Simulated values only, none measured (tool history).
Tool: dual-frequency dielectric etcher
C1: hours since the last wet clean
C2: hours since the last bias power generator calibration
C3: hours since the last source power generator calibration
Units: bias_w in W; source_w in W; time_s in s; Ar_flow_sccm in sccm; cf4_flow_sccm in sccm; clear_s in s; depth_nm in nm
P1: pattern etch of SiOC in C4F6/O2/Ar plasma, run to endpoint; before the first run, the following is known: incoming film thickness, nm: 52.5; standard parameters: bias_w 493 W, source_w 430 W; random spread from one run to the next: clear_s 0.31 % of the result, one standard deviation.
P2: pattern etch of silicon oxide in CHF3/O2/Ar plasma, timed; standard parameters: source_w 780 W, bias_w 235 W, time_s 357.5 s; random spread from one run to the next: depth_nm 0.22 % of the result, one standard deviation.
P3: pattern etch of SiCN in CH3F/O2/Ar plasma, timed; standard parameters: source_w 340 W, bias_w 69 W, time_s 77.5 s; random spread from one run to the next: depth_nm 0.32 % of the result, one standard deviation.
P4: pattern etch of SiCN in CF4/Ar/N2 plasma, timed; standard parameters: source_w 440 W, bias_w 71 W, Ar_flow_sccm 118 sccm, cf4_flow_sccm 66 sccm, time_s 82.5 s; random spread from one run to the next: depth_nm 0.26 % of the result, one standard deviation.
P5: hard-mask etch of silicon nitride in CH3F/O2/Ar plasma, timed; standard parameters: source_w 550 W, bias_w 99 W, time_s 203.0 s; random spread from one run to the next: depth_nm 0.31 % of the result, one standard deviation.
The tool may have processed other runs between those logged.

run 1 hour=5.9 | process=P1 bias_w=493 source_w=430 | C1=215.0 C2=923.3 C3=1302.9 | clear_s=16.928
run 2 hour=9.0 | process=P1 bias_w=682 source_w=510 | C1=218.1 C2=926.4 C3=1306.0 | clear_s=14.093
run 3 hour=13.3 | process=P1 bias_w=493 source_w=430 | C1=222.4 C2=930.7 C3=1310.3 | clear_s=16.851
run 4 hour=16.7 | process=P5 bias_w=99 source_w=550 time_s=132.0 | C1=225.8 C2=934.1 C3=1313.7 | depth_nm=116.690
-- hour=19.0 wet clean of the chamber
run 5 hour=20.6 | process=P4 bias_w=71 source_w=440 time_s=103.5 Ar_flow_sccm=118 cf4_flow_sccm=66 | C1=1.6 C2=938.0 C3=1317.6 | depth_nm=81.779
run 6 hour=25.7 | process=P2 bias_w=235 source_w=780 time_s=501.0 | C1=6.7 C2=943.1 C3=1322.7 | depth_nm=1202.900
run 7 hour=29.8 | process=P4 bias_w=88 source_w=440 time_s=82.5 Ar_flow_sccm=118 cf4_flow_sccm=66 | C1=10.8 C2=947.2 C3=1326.8 | depth_nm=70.494
run 8 hour=35.0 | process=P1 bias_w=307 source_w=550 | C1=16.0 C2=952.4 C3=1332.0 | clear_s=18.222
run 9 hour=41.5 | process=P4 bias_w=71 source_w=590 time_s=82.5 Ar_flow_sccm=118 cf4_flow_sccm=66 | C1=22.5 C2=958.9 C3=1338.5 | depth_nm=84.275
run 10 hour=48.5 | process=P5 bias_w=129 source_w=550 time_s=203.0 | C1=29.5 C2=965.9 C3=1345.5 | depth_nm=196.760
run 11 hour=55.2 | process=P1 bias_w=493 source_w=430 | C1=36.2 C2=972.6 C3=1352.2 | clear_s=16.870
run 12 hour=62.5 | process=P1 bias_w=493 source_w=430 | C1=43.5 C2=979.9 C3=1359.5 | clear_s=16.982
-- hour=62.9 source power generator calibrated
run 13 hour=65.9 | process=P4 bias_w=71 source_w=440 time_s=82.5 Ar_flow_sccm=75 cf4_flow_sccm=66 | C1=46.9 C2=983.3 C3=3.1 | depth_nm=69.454
run 14 hour=69.8 | process=P1 bias_w=493 source_w=520 | C1=50.8 C2=987.2 C3=7.0 | clear_s=15.780
run 15 hour=74.5 | process=P1 bias_w=493 source_w=250 | C1=55.5 C2=991.9 C3=11.7 | clear_s=20.685
run 16 hour=80.6 | process=P1 bias_w=386 source_w=500 | C1=61.6 C2=998.0 C3=17.8 | clear_s=17.401
run 17 hour=87.9 | process=P2 bias_w=235 source_w=980 time_s=357.5 | C1=68.9 C2=1005.3 C3=25.1 | depth_nm=933.760
run 18 hour=93.6 | process=P4 bias_w=71 source_w=440 time_s=82.5 Ar_flow_sccm=118 cf4_flow_sccm=66 | C1=74.6 C2=1011.0 C3=30.8 | depth_nm=65.042
run 19 hour=99.5 | process=P1 bias_w=493 source_w=430 | C1=80.5 C2=1016.9 C3=36.7 | clear_s=16.910
run 20 hour=102.7 | process=P3 bias_w=69 source_w=460 time_s=77.5 | C1=83.7 C2=1020.1 C3=39.9 | depth_nm=30.780
run 21 hour=107.0 | process=P1 bias_w=604 source_w=430 | C1=88.0 C2=1024.4 C3=44.2 | clear_s=15.696
run 22 hour=111.6 | process=P3 bias_w=69 source_w=340 time_s=77.5 | C1=92.6 C2=1029.0 C3=48.8 | depth_nm=27.525
run 23 hour=118.2 | process=P5 bias_w=99 source_w=670 time_s=203.0 | C1=99.2 C2=1035.6 C3=55.4 | depth_nm=191.600
run 24 hour=121.8 | process=P2 bias_w=235 source_w=780 time_s=357.5 | C1=102.8 C2=1039.2 C3=59.0 | depth_nm=857.950
run 25 hour=127.0 | process=P2 bias_w=301 source_w=780 time_s=357.5 | C1=108.0 C2=1044.4 C3=64.2 | depth_nm=933.570
run 26 hour=131.8 | process=P1 bias_w=493 source_w=430 | C1=112.8 C2=1049.2 C3=69.0 | clear_s=16.881
run 27 hour=136.4 | process=P4 bias_w=71 source_w=440 time_s=82.5 Ar_flow_sccm=118 cf4_flow_sccm=86 | C1=117.4 C2=1053.8 C3=73.6 | depth_nm=67.886
run 28 hour=141.5 | process=P3 bias_w=69 source_w=340 time_s=109.0 | C1=122.5 C2=1058.9 C3=78.7 | depth_nm=38.603
run 29 hour=147.4 | process=P1 bias_w=397 source_w=430 | C1=128.4 C2=1064.8 C3=84.6 | clear_s=18.382
run 30 hour=151.7 | process=P5 bias_w=99 source_w=550 time_s=203.0 | C1=132.7 C2=1069.1 C3=88.9 | depth_nm=178.210
run 31 hour=158.8 | process=P1 bias_w=493 source_w=430 | C1=139.8 C2=1076.2 C3=96.0 | clear_s=16.965
run 32 hour=164.4 | process=P3 bias_w=93 source_w=340 time_s=77.5 | C1=145.4 C2=1081.8 C3=101.6 | depth_nm=30.492
run 33 hour=168.3 | process=P4 bias_w=71 source_w=440 time_s=82.5 Ar_flow_sccm=118 cf4_flow_sccm=66 | C1=149.3 C2=1085.7 C3=105.5 | depth_nm=65.217
run 34 hour=174.5 | process=P1 bias_w=493 source_w=430 | C1=155.5 C2=1091.9 C3=111.7 | clear_s=16.980
run 35 hour=178.1 | process=P1 bias_w=493 source_w=430 | C1=159.1 C2=1095.5 C3=115.3 | clear_s=16.814
run 36 hour=182.6 | process=P1 bias_w=493 source_w=430 | C1=163.6 C2=1100.0 C3=119.8 | clear_s=16.680
run 37 hour=188.0 | process=P1 bias_w=493 source_w=430 | C1=169.0 C2=1105.4 C3=125.2 | clear_s=16.741
-- hour=189.6 wet clean of the chamber
run 38 hour=192.8 | process=P1 bias_w=493 source_w=430 | C1=3.3 C2=1110.2 C3=130.0 | clear_s=16.675
run 39 hour=196.0 | process=P1 bias_w=493 source_w=430 | C1=6.5 C2=1113.4 C3=133.2 | clear_s=16.691
run 40 hour=199.6 | process=P1 bias_w=493 source_w=430 | C1=10.1 C2=1117.0 C3=136.8 | clear_s=16.624
run 41 hour=206.7 | process=P1 bias_w=493 source_w=430 | C1=17.2 C2=1124.1 C3=143.9 | clear_s=16.622

Something has made what P1 gives creep away from where it was; the 2 causes below, each at its own stated size, fit the log equally well:
A: bias power that arrives over what is set, % = 4.56
B: source power that arrives over what is set, % = 4.6
Creep in the process output first set in at about hour 174.5.
All other causes, with the reason each is excluded:
chamber walls in a state that raises the etch rate, %: serviced at hour 189.6, after the change had begun; the process did not return to its earlier output

Listed below are the offered check runs, one wafer per run, with question marks in place of results. For which of them would the causes give clearly different outcomes?
run check 1 hour=213.8 | process=P4 bias_w=71 source_w=440 time_s=82.5 Ar_flow_sccm=118 cf4_flow_sccm=80 | depth_nm=?
run check 2 hour=213.8 | process=P2 bias_w=286 source_w=780 time_s=458.5 | depth_nm=?
run check 3 hour=213.8 | process=P5 bias_w=116 source_w=550 time_s=160.5 | depth_nm=?
run check 4 hour=213.8 | process=P3 bias_w=90 source_w=460 time_s=77.5 | depth_nm=?

What each check would give under each cause:
check=check_1 result=depth_nm if_A=68.176 if_B=69.825
check=check_2 result=depth_nm if_A=1199.800 if_B=1200.700
check=check_3 result=depth_nm if_A=152.170 if_B=152.190
check=check_4 result=depth_nm if_A=34.393 if_B=34.404
Per check, the gap between the least separated pair of causes, taken in the result that splits them most: check 1 2.39 %; check 2 0.07 %; check 3 0.01 %; check 4 0.03 %
Only in check 1 would the causes give clearly different results; in the remaining checks their results would be nearly the same.

Running check 1 produced the following: depth_nm 68.573 nm. Which one of the listed causes fits?

It was cause A: bias power that arrives over what is set, %.
